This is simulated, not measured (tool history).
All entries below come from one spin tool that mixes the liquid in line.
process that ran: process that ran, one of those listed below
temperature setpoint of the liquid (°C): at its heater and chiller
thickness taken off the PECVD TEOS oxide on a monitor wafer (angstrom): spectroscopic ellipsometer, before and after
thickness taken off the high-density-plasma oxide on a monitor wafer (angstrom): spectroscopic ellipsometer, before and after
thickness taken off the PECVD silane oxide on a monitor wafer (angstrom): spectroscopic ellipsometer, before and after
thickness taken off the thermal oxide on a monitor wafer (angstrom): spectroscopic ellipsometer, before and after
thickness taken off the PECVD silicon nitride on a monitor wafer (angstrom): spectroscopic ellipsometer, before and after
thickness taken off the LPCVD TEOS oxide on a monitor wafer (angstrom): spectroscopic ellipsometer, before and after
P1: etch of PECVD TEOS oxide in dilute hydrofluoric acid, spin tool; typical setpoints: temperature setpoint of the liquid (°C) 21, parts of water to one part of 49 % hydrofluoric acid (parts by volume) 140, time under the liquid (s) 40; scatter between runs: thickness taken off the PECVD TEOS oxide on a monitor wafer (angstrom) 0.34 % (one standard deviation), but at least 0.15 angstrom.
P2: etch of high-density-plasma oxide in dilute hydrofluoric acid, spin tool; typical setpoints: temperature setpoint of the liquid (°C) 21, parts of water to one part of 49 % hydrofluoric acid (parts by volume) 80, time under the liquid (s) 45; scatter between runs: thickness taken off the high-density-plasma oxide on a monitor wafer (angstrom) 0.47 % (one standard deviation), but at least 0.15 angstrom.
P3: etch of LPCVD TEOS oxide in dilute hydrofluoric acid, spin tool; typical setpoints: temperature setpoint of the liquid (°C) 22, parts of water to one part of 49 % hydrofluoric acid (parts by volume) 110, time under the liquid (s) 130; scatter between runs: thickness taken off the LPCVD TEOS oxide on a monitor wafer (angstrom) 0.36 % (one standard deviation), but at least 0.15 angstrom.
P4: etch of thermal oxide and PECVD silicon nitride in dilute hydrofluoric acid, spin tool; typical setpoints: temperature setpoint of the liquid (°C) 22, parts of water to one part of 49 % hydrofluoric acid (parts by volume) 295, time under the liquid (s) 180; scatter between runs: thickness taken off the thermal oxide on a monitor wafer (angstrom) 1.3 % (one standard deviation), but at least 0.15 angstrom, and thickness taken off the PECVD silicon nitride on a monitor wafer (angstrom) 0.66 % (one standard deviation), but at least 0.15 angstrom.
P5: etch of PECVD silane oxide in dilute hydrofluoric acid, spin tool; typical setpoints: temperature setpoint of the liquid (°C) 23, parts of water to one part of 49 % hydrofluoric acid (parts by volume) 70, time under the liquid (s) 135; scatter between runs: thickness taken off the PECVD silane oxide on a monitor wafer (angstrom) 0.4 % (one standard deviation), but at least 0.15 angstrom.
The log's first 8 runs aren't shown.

run	hour	process that ran	temperature setpoint of the liquid (°C)	parts of water to one part of 49 % hydrofluoric acid (parts by volume)	time under the liquid (s)	thickness taken off the PECVD TEOS oxide on a monitor wafer (angstrom)	thickness taken off the high-density-plasma oxide on a monitor wafer (angstrom)	thickness taken off the PECVD silane oxide on a monitor wafer (angstrom)	thickness taken off the thermal oxide on a monitor wafer (angstrom)	thickness taken off the PECVD silicon nitride on a monitor wafer (angstrom)	thickness taken off the LPCVD TEOS oxide on a monitor wafer (angstrom)
9	90.4	P1	21	140	40	68.723					
10	101.2	P4	28.5	295	180				26.294	46.154	
11	107.7	P1	25.5	140	40	81.337					
12	119.9	P5	23	70	135			576.29			
13	126.2	P1	21	140	15	26.18					
14	133.4	P1	21	140	40	68.415					
15	147.3	P2	28.5	80	45		59.409				
16	155.1	P2	21	80	15		14.243				
17	161.8	P5	23	70	40			169.47			
18	172.9	P3	22	110	130						320.5
19	180.1	P1	21	140	40	68.571					
20	191.3	P4	22	295	180				20.699	31.337	
21	198.7	P3	22	110	35						86.426
22	212	P1	21	140	40	68.527					

What will run 23 give?
23	223.8	P3	22	110	130						?

Run 23 came out at thickness taken off the LPCVD TEOS oxide on a monitor wafer (angstrom) 319.68.
